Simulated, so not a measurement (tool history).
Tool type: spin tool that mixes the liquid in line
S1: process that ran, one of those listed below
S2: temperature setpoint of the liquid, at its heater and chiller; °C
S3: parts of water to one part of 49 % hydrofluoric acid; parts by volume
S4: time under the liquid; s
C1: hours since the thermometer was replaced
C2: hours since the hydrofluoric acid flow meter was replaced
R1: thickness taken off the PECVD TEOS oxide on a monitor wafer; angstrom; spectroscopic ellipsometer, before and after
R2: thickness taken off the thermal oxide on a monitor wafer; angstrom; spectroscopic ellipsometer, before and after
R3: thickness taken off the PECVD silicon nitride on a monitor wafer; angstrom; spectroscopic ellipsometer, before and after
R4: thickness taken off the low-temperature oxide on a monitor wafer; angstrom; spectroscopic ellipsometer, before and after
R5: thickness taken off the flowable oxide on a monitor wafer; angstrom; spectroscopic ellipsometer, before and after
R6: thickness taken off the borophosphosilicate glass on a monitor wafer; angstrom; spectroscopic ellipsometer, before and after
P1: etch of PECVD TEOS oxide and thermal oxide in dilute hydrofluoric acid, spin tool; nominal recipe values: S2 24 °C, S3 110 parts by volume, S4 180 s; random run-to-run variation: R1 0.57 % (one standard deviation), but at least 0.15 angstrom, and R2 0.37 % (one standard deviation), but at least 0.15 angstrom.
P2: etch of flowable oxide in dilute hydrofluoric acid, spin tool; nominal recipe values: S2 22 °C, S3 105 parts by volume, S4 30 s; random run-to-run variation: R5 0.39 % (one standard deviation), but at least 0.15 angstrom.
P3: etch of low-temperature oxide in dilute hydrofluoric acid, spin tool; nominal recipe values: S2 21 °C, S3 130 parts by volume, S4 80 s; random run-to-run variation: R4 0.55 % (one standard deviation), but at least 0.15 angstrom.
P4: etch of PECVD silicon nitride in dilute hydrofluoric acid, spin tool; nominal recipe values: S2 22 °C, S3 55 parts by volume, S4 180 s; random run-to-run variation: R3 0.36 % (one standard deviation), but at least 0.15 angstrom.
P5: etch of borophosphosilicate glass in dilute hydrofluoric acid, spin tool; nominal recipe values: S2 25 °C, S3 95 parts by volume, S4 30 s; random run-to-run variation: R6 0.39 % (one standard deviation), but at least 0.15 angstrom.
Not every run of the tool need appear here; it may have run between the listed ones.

Run 1, hour 5.1: S1 P1, S2 24 °C, S3 110 parts by volume, S4 180 s; C1 921.8; C2 310.4. Result: R1 326.87 angstrom, R2 76.81 angstrom.
Run 2, hour 11.5: S1 P1, S2 29.5 °C, S3 110 parts by volume, S4 180 s; C1 928.2; C2 316.8. Result: R1 406.23 angstrom, R2 94.888 angstrom.
Run 3, hour 16: S1 P4, S2 22 °C, S3 55 parts by volume, S4 180 s; C1 932.7; C2 321.3. Result: R3 164.24 angstrom.
Run 4, hour 21.6: S1 P3, S2 17 °C, S3 130 parts by volume, S4 80 s; C1 938.3; C2 326.9. Result: R4 134.38 angstrom.
Run 5, hour 29: S1 P2, S2 17 °C, S3 105 parts by volume, S4 30 s; C1 945.7; C2 334.3. Result: R5 78.83 angstrom.
Run 6, hour 35.5: S1 P1, S2 24 °C, S3 110 parts by volume, S4 180 s; C1 952.2; C2 340.8. Result: R1 328.8 angstrom, R2 77.309 angstrom.
Run 7, hour 42.7: S1 P3, S2 21 °C, S3 130 parts by volume, S4 80 s; C1 959.4; C2 348. Result: R4 157.93 angstrom.
Run 8, hour 46.5: S1 P4, S2 22 °C, S3 55 parts by volume, S4 15 s; C1 963.2; C2 351.8. Result: R3 13.766 angstrom.
Run 9, hour 50.9: S1 P1, S2 24 °C, S3 110 parts by volume, S4 305 s; C1 967.6; C2 356.2. Result: R1 561.41 angstrom, R2 130.37 angstrom.
Run 10, hour 56.2: S1 P5, S2 20.5 °C, S3 95 parts by volume, S4 30 s; C1 972.9; C2 361.5. Result: R6 84.924 angstrom.
Run 11, hour 61.1: S1 P3, S2 21 °C, S3 130 parts by volume, S4 80 s; C1 977.8; C2 366.4. Result: R4 157.74 angstrom.
Run 12, hour 68.1: S1 P3, S2 21 °C, S3 130 parts by volume, S4 155 s; C1 984.8; C2 373.4. Result: R4 309.43 angstrom.
Run 13, hour 73.5: S1 P5, S2 25 °C, S3 50 parts by volume, S4 30 s; C1 990.2; C2 378.8. Result: R6 206.66 angstrom.
At hour 74: hydrofluoric acid flow meter replaced.
Run 14, hour 78: S1 P1, S2 17.5 °C, S3 110 parts by volume, S4 310 s; C1 994.7; C2 4. Result: R1 434.92 angstrom, R2 101.83 angstrom.
Run 15, hour 82.7: S1 P2, S2 22 °C, S3 105 parts by volume, S4 30 s; C1 999.4; C2 8.7. Result: R5 96.706 angstrom.
Run 16, hour 86.2: S1 P1, S2 17 °C, S3 110 parts by volume, S4 180 s; C1 1002.9; C2 12.2. Result: R1 246.3 angstrom, R2 58.071 angstrom.
Run 17, hour 91.8: S1 P4, S2 28.5 °C, S3 55 parts by volume, S4 180 s; C1 1008.5; C2 17.8. Result: R3 252.12 angstrom.
Run 18, hour 95.7: S1 P1, S2 24 °C, S3 175 parts by volume, S4 180 s; C1 1012.4; C2 21.7. Result: R1 192.1 angstrom, R2 45.113 angstrom.
Run 19, hour 100.1: S1 P3, S2 21 °C, S3 65 parts by volume, S4 80 s; C1 1016.8; C2 26.1. Result: R4 341.8 angstrom.
Run 20, hour 107: S1 P4, S2 22 °C, S3 90 parts by volume, S4 180 s; C1 1023.7; C2 33. Result: R3 101.61 angstrom.
Run 21, hour 113.8: S1 P1, S2 24 °C, S3 110 parts by volume, S4 15 s; C1 1030.5; C2 39.8. Result: R1 27.432 angstrom, R2 6.5125 angstrom.
Run 22, hour 119.9: S1 P2, S2 22 °C, S3 105 parts by volume, S4 15 s; C1 1036.6; C2 45.9. Result: R5 48.145 angstrom.
Run 23, hour 123.5: S1 P1, S2 31.5 °C, S3 145 parts by volume, S4 180 s; C1 1040.2; C2 49.5. Result: R1 313.9 angstrom, R2 73.988 angstrom.
Run 24, hour 130.4: S1 P1, S2 24 °C, S3 110 parts by volume, S4 180 s; C1 1047.1; C2 56.4. Result: R1 328.04 angstrom, R2 77.132 angstrom.
Run 25, hour 135.9: S1 P5, S2 25 °C, S3 95 parts by volume, S4 30 s; C1 1052.6; C2 61.9. Result: R6 102.95 angstrom.
Run 26, hour 143.3: S1 P1, S2 24 °C, S3 35 parts by volume, S4 180 s; C1 1060; C2 69.3. Result: R1 1135 angstrom, R2 268.97 angstrom.
Run 27, hour 150.1: S1 P2, S2 22 °C, S3 45 parts by volume, S4 30 s; C1 1066.8; C2 76.1. Result: R5 242.33 angstrom.
Run 28, hour 157.1: S1 P5, S2 25 °C, S3 95 parts by volume, S4 15 s; C1 1073.8; C2 83.1. Result: R6 51.78 angstrom.
Run 29, hour 163.8: S1 P1, S2 24 °C, S3 110 parts by volume, S4 180 s; C1 1080.5; C2 89.8. Result: R1 325.31 angstrom, R2 77.526 angstrom.
Run 30, hour 170.3: S1 P1, S2 24 °C, S3 110 parts by volume, S4 180 s; C1 1087; C2 96.3. Result: R1 330.45 angstrom, R2 76.262 angstrom.
Run 31, hour 175.1: S1 P1, S2 24 °C, S3 110 parts by volume, S4 180 s; C1 1091.8; C2 101.1. Result: R1 327.78 angstrom, R2 77.434 angstrom.
Run 32, hour 180.8: S1 P1, S2 24 °C, S3 110 parts by volume, S4 180 s; C1 1097.5; C2 106.8. Result: R1 343.65 angstrom, R2 80.168 angstrom.
Run 33, hour 186.3: S1 P1, S2 24 °C, S3 110 parts by volume, S4 180 s; C1 1103; C2 112.3. Result: R1 346.69 angstrom, R2 81.957 angstrom.
Run 34, hour 190.2: S1 P1, S2 24 °C, S3 110 parts by volume, S4 180 s; C1 1106.9; C2 116.2. Result: R1 352.4 angstrom, R2 81.627 angstrom.
Run 35, hour 193.7: S1 P1, S2 24 °C, S3 110 parts by volume, S4 180 s; C1 1110.4; C2 119.7. Result: R1 352.29 angstrom, R2 82.306 angstrom.
Run 36, hour 199: S1 P1, S2 24 °C, S3 110 parts by volume, S4 180 s; C1 1115.7; C2 125. Result: R1 352.73 angstrom, R2 82.688 angstrom.
Run 37, hour 202.7: S1 P1, S2 24 °C, S3 110 parts by volume, S4 180 s; C1 1119.4; C2 128.7. Result: R1 350.66 angstrom, R2 82.262 angstrom.

The output of P1 has drifted from where it used to be. Each of the 2 causes below, taken at the size shown beside it, accounts for the log equally well:
A: hydrofluoric acid flow above the setpoint (%) = 6.57
B: liquid hotter than its thermometer reads (K) = 1.85
Creep in the process output first set in at about hour 175.1.

4 check runs are offered, one wafer each, their results left as question marks. Which one tells the causes apart?
Run check 1, hour 206.4: S1 P4, S2 22 °C, S3 55 parts by volume, S4 180 s. Result: R3 ?.
Run check 2, hour 206.4: S1 P3, S2 21 °C, S3 130 parts by volume, S4 80 s. Result: R4 ?.
Run check 3, hour 206.4: S1 P5, S2 25 °C, S3 95 parts by volume, S4 30 s. Result: R6 ?.
Run check 4, hour 206.4: S1 P2, S2 22 °C, S3 105 parts by volume, S4 30 s. Result: R5 ?.

Outcome of each check run for each possible cause:
  check  result    if A    if B
check 1      R3  174.08  185.46
check 2      R4  170.96  171.09
check 3      R6  110.37   110.5
check 4      R5   103.7  103.97
Per check, the gap between the least separated pair of causes, taken in the result that splits them most: check 1 6.34 %; check 2 0.08 %; check 3 0.12 %; check 4 0.26 %
Check 1 is the one run that separates the causes; every other check would come out nearly the same whichever cause is at work.

Running check 1 produced the following: R3 186.32 angstrom. Which one of the listed causes fits?

It was cause B: liquid hotter than its thermometer reads (K).
